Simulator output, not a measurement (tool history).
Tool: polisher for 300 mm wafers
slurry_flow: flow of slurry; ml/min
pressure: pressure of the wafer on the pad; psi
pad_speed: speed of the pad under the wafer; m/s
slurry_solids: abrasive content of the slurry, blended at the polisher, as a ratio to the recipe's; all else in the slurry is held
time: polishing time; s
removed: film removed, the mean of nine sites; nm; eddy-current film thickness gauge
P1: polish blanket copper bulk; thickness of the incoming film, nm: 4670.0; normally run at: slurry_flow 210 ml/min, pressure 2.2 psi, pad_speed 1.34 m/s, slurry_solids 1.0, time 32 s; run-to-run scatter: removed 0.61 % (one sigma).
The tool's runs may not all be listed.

run	hour	slurry_flow	pressure	pad_speed	slurry_solids	time	wafers polished on this pad	hours since the slurry nozzle was cleaned	hours since the head pressure was calibrated	hours since the slurry blender was calibrated	removed
1	18.4	210	2.2	1.34	1.0	32	473	176.9	838.1	149.1	308.31
2	34.5	320	2.2	1.34	1.0	32	671	193.0	854.2	165.2	325.65
3	43.4	210	2.2	1.34	1.0	32	780	201.9	863.1	174.1	311.98
4	61.3	210	2.2	0.62	1.0	32	1001	219.8	881.0	192.0	143.80
5	76.8	210	2.2	1.34	1.0	46	1192	235.3	896.5	207.5	448.50
6	91.8	210	2.2	1.84	1.0	32	1377	250.3	911.5	222.5	430.91
7	109.5	130	2.2	1.34	1.0	32	1595	268.0	929.2	240.2	288.39
8	120.5	210	2.2	1.34	1.0	16	1730	279.0	940.2	251.2	155.76
9	137.2	210	2.2	1.34	0.5	32	1936	295.7	956.9	267.9	270.66
10	156.0	210	2.2	1.34	1.0	32	2167	314.5	975.7	286.7	310.39
11	170.4	210	1.0	1.34	1.0	32	2345	328.9	990.1	301.1	141.34
12	182.0	210	2.2	1.34	1.0	32	2487	340.5	1001.7	312.7	311.41
13	191.3	210	3.4	1.34	1.0	32	2602	349.8	1011.0	322.0	477.44
14	205.1	210	2.2	1.34	1.0	32	2772	363.6	1024.8	335.8	310.70
15	216.3	210	1.6	0.90	1.0	32	2910	374.8	1036.0	347.0	152.52
16	229.8	210	2.2	1.34	1.0	32	3076	388.3	1049.5	360.5	310.70
17	238.8	210	2.2	1.34	1.5	32	3187	397.3	1058.5	369.5	338.07
18	251.5	210	2.2	1.34	1.0	32	3343	410.0	1071.2	382.2	310.97
19	269.6	210	2.2	1.34	1.0	32	3566	428.1	1089.3	400.3	305.98
20	285.4	210	2.2	1.34	1.0	32	3761	443.9	1105.1	416.1	299.44
21	303.2	210	2.2	1.34	1.0	32	3980	461.7	1122.9	433.9	296.02
22	314.6	210	2.2	1.34	1.0	32	4120	473.1	1134.3	445.3	296.63
23	327.4	210	2.2	1.34	1.0	32	4278	485.9	1147.1	458.1	292.07
# hour 333.0: head pressure recalibrated
# hour 333.7: worn pad replaced by a new one
24	343.5	210	2.2	1.34	1.0	32	121	502.0	10.6	474.2	290.47
25	360.8	210	2.2	1.34	1.0	32	334	519.3	27.9	491.5	292.47
26	377.3	210	2.2	1.34	1.0	32	537	535.8	44.4	508.0	292.70
27	395.0	210	2.2	1.34	1.0	32	755	553.5	62.1	525.7	287.77
28	407.3	210	2.2	1.34	1.0	32	907	565.8	74.4	538.0	285.82

What P1 gives has crept away from where it was. These 2 causes fit the log equally well, each at the size given:
A: abrasive missing from the slurry, % = 29.8
B: slurry flow missing at the pad, % = 37.3
The creep began at about hour 251.5.
Why every other cause is out:
removal rate lost through wear of the pad, %: serviced at hour 333.7, which brought nothing back
head's pressure below its setpoint, %: serviced at hour 333.0, which brought nothing back

4 check runs are offered, each on 5 wafers whose results are averaged, their results left as question marks. Which one tells the causes apart?
check 1	419.6	310	2.2	1.34	1.0	46					?
check 2	419.6	210	2.2	1.34	0.6	16					?
check 3	419.6	210	1.1	0.72	1.0	32					?
check 4	419.6	210	2.2	1.34	0.5	46					?

What each check would give under each cause:
check	result	if A	if B
check 1	removed	432.950	442.900
check 2	removed	130.580	129.950
check 3	removed	77.641	77.639
check 4	removed	362.700	360.330
How far apart the two closest causes lie, in the result that separates them most: check 1 2.27 %; check 2 0.48 %; check 3 0 %; check 4 0.65 %
Check 1 tells the causes apart: in the others they would give nearly the same result.

Then check 1 was run and gave: removed 443.920 nm. Which cause is it?

It is B: slurry flow missing at the pad, %.
